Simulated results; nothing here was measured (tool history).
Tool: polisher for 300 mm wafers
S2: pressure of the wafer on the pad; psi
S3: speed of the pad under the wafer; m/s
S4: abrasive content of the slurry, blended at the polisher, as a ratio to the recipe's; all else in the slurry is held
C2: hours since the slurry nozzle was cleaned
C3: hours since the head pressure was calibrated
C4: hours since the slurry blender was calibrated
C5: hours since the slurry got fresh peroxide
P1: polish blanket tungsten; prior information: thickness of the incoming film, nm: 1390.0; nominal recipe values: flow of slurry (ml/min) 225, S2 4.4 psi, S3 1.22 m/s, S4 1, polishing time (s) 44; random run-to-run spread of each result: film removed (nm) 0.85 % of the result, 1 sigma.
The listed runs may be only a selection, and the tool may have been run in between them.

Run 1, hour 8.5: flow of slurry (ml/min) 225, S2 4.4 psi, S3 1.22 m/s, S4 1, polishing time (s) 44; wafers polished on this pad 324; C2 267.2; C3 278.7; C4 95.1; C5 109.2. Result: film removed (nm) 357.83.
Run 2, hour 20.1: flow of slurry (ml/min) 225, S2 4.4 psi, S3 1.22 m/s, S4 1, polishing time (s) 44; wafers polished on this pad 533; C2 278.8; C3 290.3; C4 106.7; C5 120.8. Result: film removed (nm) 359.04.
Run 3, hour 28.1: flow of slurry (ml/min) 345, S2 4.4 psi, S3 1.22 m/s, S4 1.3, polishing time (s) 44; wafers polished on this pad 677; C2 286.8; C3 298.3; C4 114.7; C5 128.8. Result: film removed (nm) 393.52.
Run 4, hour 35.1: flow of slurry (ml/min) 225, S2 2.1 psi, S3 1.22 m/s, S4 1, polishing time (s) 44; wafers polished on this pad 802; C2 293.8; C3 305.3; C4 121.7; C5 135.8. Result: film removed (nm) 170.01.
Run 5, hour 43.2: flow of slurry (ml/min) 135, S2 4.4 psi, S3 1.22 m/s, S4 1, polishing time (s) 44; wafers polished on this pad 948; C2 301.9; C3 313.4; C4 129.8; C5 143.9. Result: film removed (nm) 327.96.
Run 6, hour 55: flow of slurry (ml/min) 345, S2 4.4 psi, S3 1.22 m/s, S4 1, polishing time (s) 44; wafers polished on this pad 1160; C2 313.7; C3 325.2; C4 141.6; C5 155.7. Result: film removed (nm) 372.89.
Run 7, hour 61.8: flow of slurry (ml/min) 225, S2 4.4 psi, S3 1.22 m/s, S4 1, polishing time (s) 44; wafers polished on this pad 1282; C2 320.5; C3 332; C4 148.4; C5 162.5. Result: film removed (nm) 358.17.
Run 8, hour 75.7: flow of slurry (ml/min) 225, S2 4.4 psi, S3 1.22 m/s, S4 1.25, polishing time (s) 44; wafers polished on this pad 1532; C2 334.4; C3 345.9; C4 162.3; C5 176.4. Result: film removed (nm) 378.02.
Run 9, hour 85.3: flow of slurry (ml/min) 225, S2 4.4 psi, S3 1.22 m/s, S4 1, polishing time (s) 68; wafers polished on this pad 1705; C2 344; C3 355.5; C4 171.9; C5 186. Result: film removed (nm) 557.04.
Run 10, hour 94.9: flow of slurry (ml/min) 225, S2 4.4 psi, S3 1.92 m/s, S4 1, polishing time (s) 44; wafers polished on this pad 1878; C2 353.6; C3 365.1; C4 181.5; C5 195.6. Result: film removed (nm) 554.24.
Run 11, hour 103.9: flow of slurry (ml/min) 225, S2 4.4 psi, S3 1.22 m/s, S4 0.6, polishing time (s) 44; wafers polished on this pad 2039; C2 362.6; C3 374.1; C4 190.5; C5 204.6. Result: film removed (nm) 322.67.
Run 12, hour 116.6: flow of slurry (ml/min) 225, S2 4.4 psi, S3 1.22 m/s, S4 1, polishing time (s) 44; wafers polished on this pad 2268; C2 375.3; C3 386.8; C4 203.2; C5 217.3. Result: film removed (nm) 353.38.
At hour 119.7: head pressure recalibrated.
Run 13, hour 126.2: flow of slurry (ml/min) 225, S2 4.4 psi, S3 0.88 m/s, S4 1, polishing time (s) 44; wafers polished on this pad 2440; C2 384.9; C3 6.6; C4 212.8; C5 226.9. Result: film removed (nm) 256.04.
Run 14, hour 138: flow of slurry (ml/min) 225, S2 4.4 psi, S3 1.22 m/s, S4 1, polishing time (s) 44; wafers polished on this pad 2653; C2 396.7; C3 18.4; C4 224.6; C5 238.7. Result: film removed (nm) 357.72.
Run 15, hour 152.3: flow of slurry (ml/min) 225, S2 6.5 psi, S3 1.22 m/s, S4 1, polishing time (s) 44; wafers polished on this pad 2910; C2 411; C3 32.7; C4 238.9; C5 253. Result: film removed (nm) 530.16.
Run 16, hour 160.6: flow of slurry (ml/min) 225, S2 4.4 psi, S3 1.22 m/s, S4 1, polishing time (s) 44; wafers polished on this pad 3059; C2 419.3; C3 41; C4 247.2; C5 261.3. Result: film removed (nm) 360.02.
Run 17, hour 172.8: flow of slurry (ml/min) 225, S2 4.4 psi, S3 1.22 m/s, S4 1, polishing time (s) 26; wafers polished on this pad 3278; C2 431.5; C3 53.2; C4 259.4; C5 273.5. Result: film removed (nm) 208.18.
Run 18, hour 186.4: flow of slurry (ml/min) 225, S2 4.4 psi, S3 1.22 m/s, S4 1, polishing time (s) 44; wafers polished on this pad 3523; C2 445.1; C3 66.8; C4 273; C5 287.1. Result: film removed (nm) 360.16.
Run 19, hour 200.3: flow of slurry (ml/min) 225, S2 4.4 psi, S3 1.22 m/s, S4 1, polishing time (s) 44; wafers polished on this pad 3773; C2 459; C3 80.7; C4 286.9; C5 301. Result: film removed (nm) 358.02.
Run 20, hour 212.1: flow of slurry (ml/min) 225, S2 4.4 psi, S3 1.22 m/s, S4 1, polishing time (s) 44; wafers polished on this pad 3985; C2 470.8; C3 92.5; C4 298.7; C5 312.8. Result: film removed (nm) 349.79.
Run 21, hour 220.2: flow of slurry (ml/min) 225, S2 4.4 psi, S3 1.22 m/s, S4 1, polishing time (s) 44; wafers polished on this pad 4131; C2 478.9; C3 100.6; C4 306.8; C5 320.9. Result: film removed (nm) 344.42.
Run 22, hour 227.6: flow of slurry (ml/min) 225, S2 4.4 psi, S3 1.22 m/s, S4 1, polishing time (s) 44; wafers polished on this pad 4264; C2 486.3; C3 108; C4 314.2; C5 328.3. Result: film removed (nm) 346.59.
Run 23, hour 238.6: flow of slurry (ml/min) 225, S2 4.4 psi, S3 1.22 m/s, S4 1, polishing time (s) 44; wafers polished on this pad 4461; C2 497.3; C3 119; C4 325.2; C5 339.3. Result: film removed (nm) 337.31.

The next listed run, before its measurement:
At hour 238.8: slurry tank refilled with fresh slurry and peroxide.
Run 24, hour 245.4: flow of slurry (ml/min) 225, S2 4.4 psi, S3 1.22 m/s, S4 1, polishing time (s) 44; wafers polished on this pad 4584; C2 504.1; C3 125.8; C4 332; C5 6.7. Result: film removed (nm) ?.

Run 24 yielded film removed (nm) 333.38.

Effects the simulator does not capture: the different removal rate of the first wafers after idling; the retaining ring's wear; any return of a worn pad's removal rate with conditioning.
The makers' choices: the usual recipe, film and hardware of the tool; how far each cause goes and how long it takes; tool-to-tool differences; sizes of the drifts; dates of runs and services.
